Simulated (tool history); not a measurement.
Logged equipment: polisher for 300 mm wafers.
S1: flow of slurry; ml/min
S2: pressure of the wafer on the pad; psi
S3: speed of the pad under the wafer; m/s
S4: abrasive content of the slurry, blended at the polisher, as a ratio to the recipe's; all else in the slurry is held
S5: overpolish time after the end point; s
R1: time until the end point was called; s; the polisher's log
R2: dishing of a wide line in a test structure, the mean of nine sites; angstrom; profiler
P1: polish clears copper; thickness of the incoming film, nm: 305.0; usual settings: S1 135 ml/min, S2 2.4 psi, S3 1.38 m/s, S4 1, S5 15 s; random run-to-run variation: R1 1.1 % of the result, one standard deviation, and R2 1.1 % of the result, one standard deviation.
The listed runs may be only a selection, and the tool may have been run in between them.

run	hour	S1	S2	S3	S4	S5	R1	R2
1	11.2	135	2.4	1.38	1	15	83.025	401.03
2	21.8	80	2.4	1.38	1	29	90.259	624.12
3	28.2	135	2.4	1.38	1	4	82.303	118.34
4	39.1	135	2.4	1.38	1	15	80.771	393.21
5	49.3	135	2.4	1.38	1	15	80.226	404.64
6	57	135	2.4	1.38	1	15	80.251	399.75
7	67.5	135	2.4	1.38	1	15	80.987	400.7
8	76.7	135	2.4	1.38	0.55	15	91.537	354.57
9	89	135	2.4	1.38	1	15	81.516	404.62
10	96.8	135	2.4	1.38	1	24	81.464	586.36
# hour 103.1: slurry nozzle cleaned
11	109	135	2.4	1.38	1.45	15	74.393	427.51
12	115	135	3.5	1.38	1	15	54.487	562.89
13	126.8	135	2.4	0.64	1	15	176.25	198.34
14	133.4	135	2.4	1.76	1	15	63.038	498.77
15	142.2	175	2.4	1.38	1	15	78.842	425.61
16	149.9	80	2.4	1.38	1	15	93.531	361.97
17	160.1	135	1.1	1.38	1	15	177.17	195.18
18	168.5	135	2.4	1.38	1	15	81.403	398.35
19	180.2	135	2.4	1.38	1	15	84.844	375.37
20	186.9	135	2.4	1.38	1	15	86.665	382.12
21	196.7	135	2.4	1.38	1	15	88.244	370.57
# hour 200.4: slurry blender recalibrated
22	205.9	135	2.4	1.38	1	15	90.695	367.85
23	213.9	135	2.4	1.38	1	15	90.273	369.37
# hour 216.8: head pressure recalibrated
24	222.9	135	2.4	1.38	1	15	89.35	357.57
25	235.4	135	2.4	1.38	1	15	92.464	363.82

Compared with where it was, what P1 gives has crept away. Each cause listed below fits the log as well as the rest, at the size given for it:
A: removal rate lost through wear of the pad, % = 11.2
B: slurry flow missing at the pad, % = 39
The creep began at about hour 168.5.
Why every other cause is out:
head's pressure below its setpoint, %: serviced at hour 216.8, which brought nothing back
abrasive missing from the slurry, %: serviced at hour 200.4, which brought nothing back

You are offered 4 check runs, listed below with question marks in place of their results; each one averages 2 wafers. Which run separates the listed causes by giving clearly different results for each?
check 1	247.9	135	1.7	1.38	1.45	15	?	?
check 2	247.9	80	2.4	1.06	1	15	?	?
check 3	247.9	135	2.4	0.82	1.4	15	?	?
check 4	247.9	135	3.5	1.38	1.4	15	?	?

How each check would come out, cause by cause:
check	result	if A	if B
check 1	R1	118.87	118.91
check 1	R2	280.27	280.18
check 2	R1	135.12	144.47
check 2	R2	253.47	238.41
check 3	R1	142.82	142.86
check 3	R2	240.94	240.87
check 4	R1	58.191	58.211
check 4	R2	540.01	539.85
Per check, the gap between the least separated pair of causes, taken in the result that splits them most: check 1 0.03 %; check 2 6.69 %; check 3 0.03 %; check 4 0.03 %
Only in check 2 would the causes give clearly different results; in the remaining checks their results would be nearly the same.

The results of check 2 are: R1 144.44 s; R2 239.82 angstrom. Based on these, which of the listed causes is it?

The correct cause is B, namely: slurry flow missing at the pad, %.

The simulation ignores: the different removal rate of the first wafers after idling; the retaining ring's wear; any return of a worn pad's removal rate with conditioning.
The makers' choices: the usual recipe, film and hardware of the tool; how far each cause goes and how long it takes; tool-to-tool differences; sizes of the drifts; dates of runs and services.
